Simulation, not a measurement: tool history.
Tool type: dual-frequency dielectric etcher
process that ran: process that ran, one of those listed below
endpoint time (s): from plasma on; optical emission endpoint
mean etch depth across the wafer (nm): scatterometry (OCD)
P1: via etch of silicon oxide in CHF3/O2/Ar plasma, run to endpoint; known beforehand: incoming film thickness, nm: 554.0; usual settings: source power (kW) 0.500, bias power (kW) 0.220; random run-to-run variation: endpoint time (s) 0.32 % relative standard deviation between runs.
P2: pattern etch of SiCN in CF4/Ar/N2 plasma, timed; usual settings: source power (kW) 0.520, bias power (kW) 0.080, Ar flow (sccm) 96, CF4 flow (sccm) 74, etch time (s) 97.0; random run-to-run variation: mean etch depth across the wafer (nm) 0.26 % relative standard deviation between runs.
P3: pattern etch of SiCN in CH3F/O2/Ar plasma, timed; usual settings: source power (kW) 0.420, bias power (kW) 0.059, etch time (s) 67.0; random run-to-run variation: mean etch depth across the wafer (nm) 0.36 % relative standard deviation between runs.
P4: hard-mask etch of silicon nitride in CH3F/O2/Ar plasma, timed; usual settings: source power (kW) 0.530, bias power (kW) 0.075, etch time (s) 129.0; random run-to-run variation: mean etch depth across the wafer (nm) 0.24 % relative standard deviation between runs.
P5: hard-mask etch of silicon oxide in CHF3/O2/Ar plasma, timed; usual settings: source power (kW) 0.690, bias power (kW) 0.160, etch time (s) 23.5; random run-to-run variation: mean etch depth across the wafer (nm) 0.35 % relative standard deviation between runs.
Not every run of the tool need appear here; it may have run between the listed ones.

run   hour  process that ran  source power (kW)  bias power (kW)  Ar flow (sccm)  CF4 flow (sccm)  etch time (s)  endpoint time (s)  mean etch depth across the wafer (nm)
  1   18.6                P1              0.500            0.220                                                             277.51
  2   33.1                P2              0.520            0.080              96               74           97.0                                                    94.844
  3   43.2                P1              0.500            0.155                                                             315.95
  4   56.4                P3              0.420            0.034                                            67.0                                                    20.151
  5   68.9                P1              0.500            0.220                                                             278.72
  6   79.4                P2              0.690            0.080              96               74           97.0                                                   121.680
  7   96.2                P1              0.500            0.298                                                             250.20
  8  104.6                P2              0.520            0.080              96               92           97.0                                                    97.973
  9  120.6                P3              0.420            0.059                                           100.0                                                    35.648
 10  135.6                P3              0.420            0.059                                            67.0                                                    23.919
 11  151.5                P5              0.690            0.160                                            23.5                                                    47.737
 12  164.9                P4              0.530            0.047                                           129.0                                                    86.963
 13  178.9                P2              0.520            0.080              96               74           97.0                                                    94.698
 14  193.5                P1              0.500            0.220                                                             279.10
 15  206.3                P4              0.530            0.075                                           129.0                                                   101.650
 16  220.3                P1              0.400            0.220                                                             304.72
 17  238.0                P3              0.580            0.059                                            67.0                                                    27.138
 18  257.0                P1              0.590            0.220                                                             262.46
 19  268.9                P1              0.400            0.305                                                             267.03
 20  286.0                P2              0.520            0.080              96               74          118.0                                                   114.530
 21  299.7                P1              0.500            0.220                                                             278.64
 22  318.9                P4              0.320            0.075                                           129.0                                                    83.481
 23  338.3                P5              0.690            0.160                                            23.5                                                    47.593
 24  349.4                P3              0.420            0.059                                            67.0                                                    24.112
 25  362.1                P1              0.500            0.220                                                             279.96
 26  372.6                P5              0.690            0.122                                            23.5                                                    43.922
 27  390.0                P1              0.500            0.220                                                             277.81
 28  399.9                P5              0.690            0.160                                            13.0                                                    26.695
 29  410.5                P1              0.500            0.220                                                             279.58
 30  424.1                P2              0.520            0.101              96               74           97.0                                                   102.850
 31  433.6                P4              0.530            0.075                                            71.0                                                    55.885
 32  445.3                P2              0.520            0.080              63               74           97.0                                                   100.360
 33  457.7                P5              0.490            0.160                                            23.5                                                    41.470
 34  467.5                P1              0.500            0.220                                                             279.53
 35  480.0                P1              0.500            0.220                                                             279.08
 36  490.5                P1              0.500            0.220                                                             278.53
 37  506.8                P1              0.500            0.220                                                             276.03
 38  519.4                P1              0.500            0.220                                                             276.92
 39  537.8                P1              0.500            0.220                                                             275.72
     549.5  -- wet clean of the chamber
 40  555.0                P1              0.500            0.220                                                             276.85
 41  569.8                P1              0.500            0.220                                                             273.84
 42  580.1                P1              0.500            0.220                                                             276.01
 43  594.4                P1              0.500            0.220                                                             274.15
 44  612.9                P1              0.500            0.220                                                             275.94

Predict the results of run 45:
 45  622.9                P1              0.500            0.220                                                                  ?

endpoint time (s): 276.70

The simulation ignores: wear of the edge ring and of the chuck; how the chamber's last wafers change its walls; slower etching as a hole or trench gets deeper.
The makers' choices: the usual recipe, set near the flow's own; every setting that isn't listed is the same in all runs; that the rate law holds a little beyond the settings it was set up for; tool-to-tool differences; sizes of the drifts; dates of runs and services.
